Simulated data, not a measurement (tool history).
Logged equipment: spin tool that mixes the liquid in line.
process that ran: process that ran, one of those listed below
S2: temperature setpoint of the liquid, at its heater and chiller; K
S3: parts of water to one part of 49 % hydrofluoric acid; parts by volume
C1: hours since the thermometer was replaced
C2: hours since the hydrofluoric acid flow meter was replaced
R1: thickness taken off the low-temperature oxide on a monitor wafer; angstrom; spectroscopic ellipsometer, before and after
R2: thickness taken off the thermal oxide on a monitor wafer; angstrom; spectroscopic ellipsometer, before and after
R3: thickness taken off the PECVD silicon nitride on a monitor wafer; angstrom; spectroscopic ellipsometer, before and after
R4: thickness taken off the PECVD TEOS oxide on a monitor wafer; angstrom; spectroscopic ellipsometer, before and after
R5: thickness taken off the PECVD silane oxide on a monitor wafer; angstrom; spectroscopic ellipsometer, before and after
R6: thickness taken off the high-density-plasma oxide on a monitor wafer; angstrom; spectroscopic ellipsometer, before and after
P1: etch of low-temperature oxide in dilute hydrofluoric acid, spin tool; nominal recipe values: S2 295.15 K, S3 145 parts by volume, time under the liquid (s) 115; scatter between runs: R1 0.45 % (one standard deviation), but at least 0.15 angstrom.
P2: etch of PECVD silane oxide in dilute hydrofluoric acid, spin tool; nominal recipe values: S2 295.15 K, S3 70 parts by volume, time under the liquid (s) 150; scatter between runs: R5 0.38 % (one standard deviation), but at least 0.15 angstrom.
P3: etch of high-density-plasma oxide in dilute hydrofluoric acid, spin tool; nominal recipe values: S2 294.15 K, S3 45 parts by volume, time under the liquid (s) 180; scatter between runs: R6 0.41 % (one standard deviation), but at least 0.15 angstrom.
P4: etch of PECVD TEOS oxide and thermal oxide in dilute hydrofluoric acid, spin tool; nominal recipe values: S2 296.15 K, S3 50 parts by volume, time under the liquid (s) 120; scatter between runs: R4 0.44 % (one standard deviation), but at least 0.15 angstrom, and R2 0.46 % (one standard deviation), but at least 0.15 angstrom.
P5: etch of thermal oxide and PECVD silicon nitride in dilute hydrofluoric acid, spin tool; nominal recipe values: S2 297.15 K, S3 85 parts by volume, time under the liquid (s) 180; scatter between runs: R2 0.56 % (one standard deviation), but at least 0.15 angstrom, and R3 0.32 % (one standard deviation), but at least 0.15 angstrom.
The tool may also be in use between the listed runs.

run 1 hour=10.1 | process_that_ran=P1 S2=295.15 S3=145 time_under_the_liquid_(s)=115 | C1=1033.6 C2=1265.0 | R1=171.790
run 2 hour=20.7 | process_that_ran=P1 S2=295.15 S3=45 time_under_the_liquid_(s)=115 | C1=1044.2 C2=1275.6 | R1=618.030
run 3 hour=32.2 | process_that_ran=P5 S2=297.15 S3=85 time_under_the_liquid_(s)=180 | C1=1055.7 C2=1287.1 | R2=103.060 R3=121.550
run 4 hour=39.5 | process_that_ran=P4 S2=296.15 S3=50 time_under_the_liquid_(s)=120 | C1=1063.0 C2=1294.4 | R2=113.160 R4=395.570
run 5 hour=49.4 | process_that_ran=P2 S2=295.15 S3=130 time_under_the_liquid_(s)=150 | C1=1072.9 C2=1304.3 | R5=282.06
run 6 hour=55.4 | process_that_ran=P1 S2=290.15 S3=145 time_under_the_liquid_(s)=115 | C1=1078.9 C2=1310.3 | R1=139.790
run 7 hour=63.5 | process_that_ran=P5 S2=297.15 S3=85 time_under_the_liquid_(s)=340 | C1=1087.0 C2=1318.4 | R2=195.080 R3=228.510
run 8 hour=71.8 | process_that_ran=P2 S2=290.15 S3=70 time_under_the_liquid_(s)=150 | C1=1095.3 C2=1326.7 | R5=456.67
run 9 hour=83.5 | process_that_ran=P1 S2=300.15 S3=145 time_under_the_liquid_(s)=210 | C1=1107.0 C2=1338.4 | R1=376.120
run 10 hour=92.9 | process_that_ran=P1 S2=295.15 S3=145 time_under_the_liquid_(s)=115 | C1=1116.4 C2=1347.8 | R1=170.930
run 11 hour=98.1 | process_that_ran=P3 S2=301.15 S3=45 time_under_the_liquid_(s)=180 | C1=1121.6 C2=1353.0 | R6=255.13
run 12 hour=108.9 | process_that_ran=P3 S2=294.15 S3=45 time_under_the_liquid_(s)=70 | C1=1132.4 C2=1363.8 | R6=73.84
run 13 hour=118.3 | process_that_ran=P1 S2=295.15 S3=145 time_under_the_liquid_(s)=40 | C1=1141.8 C2=1373.2 | R1=59.729
run 14 hour=124.2 | process_that_ran=P2 S2=295.15 S3=70 time_under_the_liquid_(s)=150 | C1=1147.7 C2=1379.1 | R5=561.30
run 15 hour=135.6 | process_that_ran=P2 S2=295.15 S3=70 time_under_the_liquid_(s)=150 | C1=1159.1 C2=1390.5 | R5=561.44
run 16 hour=143.8 | process_that_ran=P1 S2=295.15 S3=145 time_under_the_liquid_(s)=115 | C1=1167.3 C2=1398.7 | R1=172.270
run 17 hour=151.5 | process_that_ran=P1 S2=295.15 S3=245 time_under_the_liquid_(s)=115 | C1=1175.0 C2=1406.4 | R1=91.129
run 18 hour=157.3 | process_that_ran=P3 S2=294.15 S3=45 time_under_the_liquid_(s)=180 | C1=1180.8 C2=1412.2 | R6=190.43
run 19 hour=168.4 | process_that_ran=P1 S2=295.15 S3=145 time_under_the_liquid_(s)=115 | C1=1191.9 C2=1423.3 | R1=171.310
run 20 hour=176.5 | process_that_ran=P3 S2=294.15 S3=75 time_under_the_liquid_(s)=180 | C1=1200.0 C2=1431.4 | R6=110.35
run 21 hour=183.8 | process_that_ran=P4 S2=296.15 S3=50 time_under_the_liquid_(s)=15 | C1=1207.3 C2=1438.7 | R2=14.063 R4=48.907
run 22 hour=193.4 | process_that_ran=P4 S2=296.15 S3=50 time_under_the_liquid_(s)=120 | C1=1216.9 C2=1448.3 | R2=113.090 R4=394.560
run 23 hour=205.2 | process_that_ran=P1 S2=295.15 S3=145 time_under_the_liquid_(s)=115 | C1=1228.7 C2=1460.1 | R1=170.340
run 24 hour=214.8 | process_that_ran=P1 S2=290.65 S3=215 time_under_the_liquid_(s)=115 | C1=1238.3 C2=1469.7 | R1=90.396
run 25 hour=223.6 | process_that_ran=P2 S2=295.15 S3=70 time_under_the_liquid_(s)=280 | C1=1247.1 C2=1478.5 | R5=1049.10
run 26 hour=234.5 | process_that_ran=P5 S2=302.65 S3=85 time_under_the_liquid_(s)=180 | C1=1258.0 C2=1489.4 | R2=126.910 R3=172.760
run 27 hour=245.0 | process_that_ran=P5 S2=297.15 S3=145 time_under_the_liquid_(s)=180 | C1=1268.5 C2=1499.9 | R2=55.891 R3=71.794
run 28 hour=255.3 | process_that_ran=P1 S2=295.15 S3=145 time_under_the_liquid_(s)=115 | C1=1278.8 C2=1510.2 | R1=170.490
run 29 hour=261.9 | process_that_ran=P4 S2=304.15 S3=50 time_under_the_liquid_(s)=120 | C1=1285.4 C2=1516.8 | R2=155.910 R4=544.690
run 30 hour=270.1 | process_that_ran=P1 S2=302.15 S3=145 time_under_the_liquid_(s)=115 | C1=1293.6 C2=1525.0 | R1=223.080
run 31 hour=280.7 | process_that_ran=P1 S2=295.15 S3=145 time_under_the_liquid_(s)=185 | C1=1304.2 C2=1535.6 | R1=275.030
run 32 hour=291.7 | process_that_ran=P4 S2=296.15 S3=20 time_under_the_liquid_(s)=120 | C1=1315.2 C2=1546.6 | R2=295.240 R4=1026.300
run 33 hour=299.4 | process_that_ran=P1 S2=295.15 S3=145 time_under_the_liquid_(s)=115 | C1=1322.9 C2=1554.3 | R1=169.640
run 34 hour=308.8 | process_that_ran=P1 S2=295.15 S3=145 time_under_the_liquid_(s)=115 | C1=1332.3 C2=1563.7 | R1=169.270
run 35 hour=317.1 | process_that_ran=P1 S2=295.15 S3=145 time_under_the_liquid_(s)=115 | C1=1340.6 C2=1572.0 | R1=164.970
run 36 hour=323.2 | process_that_ran=P1 S2=295.15 S3=145 time_under_the_liquid_(s)=115 | C1=1346.7 C2=1578.1 | R1=164.210
run 37 hour=334.8 | process_that_ran=P1 S2=295.15 S3=145 time_under_the_liquid_(s)=115 | C1=1358.3 C2=1589.7 | R1=162.710
run 38 hour=343.2 | process_that_ran=P1 S2=295.15 S3=145 time_under_the_liquid_(s)=115 | C1=1366.7 C2=1598.1 | R1=161.680
run 39 hour=352.2 | process_that_ran=P1 S2=295.15 S3=145 time_under_the_liquid_(s)=115 | C1=1375.7 C2=1607.1 | R1=161.710
run 40 hour=362.8 | process_that_ran=P1 S2=295.15 S3=145 time_under_the_liquid_(s)=115 | C1=1386.3 C2=1617.7 | R1=162.000
run 41 hour=374.5 | process_that_ran=P1 S2=295.15 S3=145 time_under_the_liquid_(s)=115 | C1=1398.0 C2=1629.4 | R1=159.930
run 42 hour=381.6 | process_that_ran=P1 S2=295.15 S3=145 time_under_the_liquid_(s)=115 | C1=1405.1 C2=1636.5 | R1=160.850
run 43 hour=389.5 | process_that_ran=P1 S2=295.15 S3=145 time_under_the_liquid_(s)=115 | C1=1413.0 C2=1644.4 | R1=161.810

P1 has crept away from where it was. The log is fitted equally well by each of these 2 causes, at the sizes shown:
A: liquid colder than its thermometer reads (K) = 1.55
B: hydrofluoric acid flow below the setpoint (%) = 5.12
The creep began at about hour 299.4.

The check runs listed below each take one wafer, and their results are still question marks. Under which run would the listed causes lead to clearly different results?
run check 1 hour=397.4 | process_that_ran=P2 S2=295.15 S3=105 time_under_the_liquid_(s)=270 | R5=?
run check 2 hour=397.4 | process_that_ran=P4 S2=299.15 S3=20 time_under_the_liquid_(s)=120 | R2=? R4=?
run check 3 hour=397.4 | process_that_ran=P5 S2=300.15 S3=85 time_under_the_liquid_(s)=335 | R2=? R3=?
run check 4 hour=397.4 | process_that_ran=P3 S2=298.65 S3=75 time_under_the_liquid_(s)=180 | R6=?

What every check run would give for each of its results, assuming each possible cause in turn:
check=check_1 result=R5 if_A=607.14 if_B=609.33
check=check_2 result=R2 if_A=312.440 if_B=315.810
check=check_2 result=R4 if_A=1088.600 if_B=1100.300
check=check_3 result=R2 if_A=202.930 if_B=203.370
check=check_3 result=R3 if_A=248.810 if_B=261.240
check=check_4 result=R6 if_A=124.10 if_B=124.63
Per check, the gap between the least separated pair of causes, taken in the result that splits them most: check 1 0.36 %; check 2 1.07 %; check 3 4.87 %; check 4 0.42 %
Check 3 tells the causes apart: in the others they would give nearly the same result.

Check 3 has now been run. It gave: R2 202.550 angstrom; R3 261.580 angstrom. Which of the candidate causes is it?

It was cause B: hydrofluoric acid flow below the setpoint (%).

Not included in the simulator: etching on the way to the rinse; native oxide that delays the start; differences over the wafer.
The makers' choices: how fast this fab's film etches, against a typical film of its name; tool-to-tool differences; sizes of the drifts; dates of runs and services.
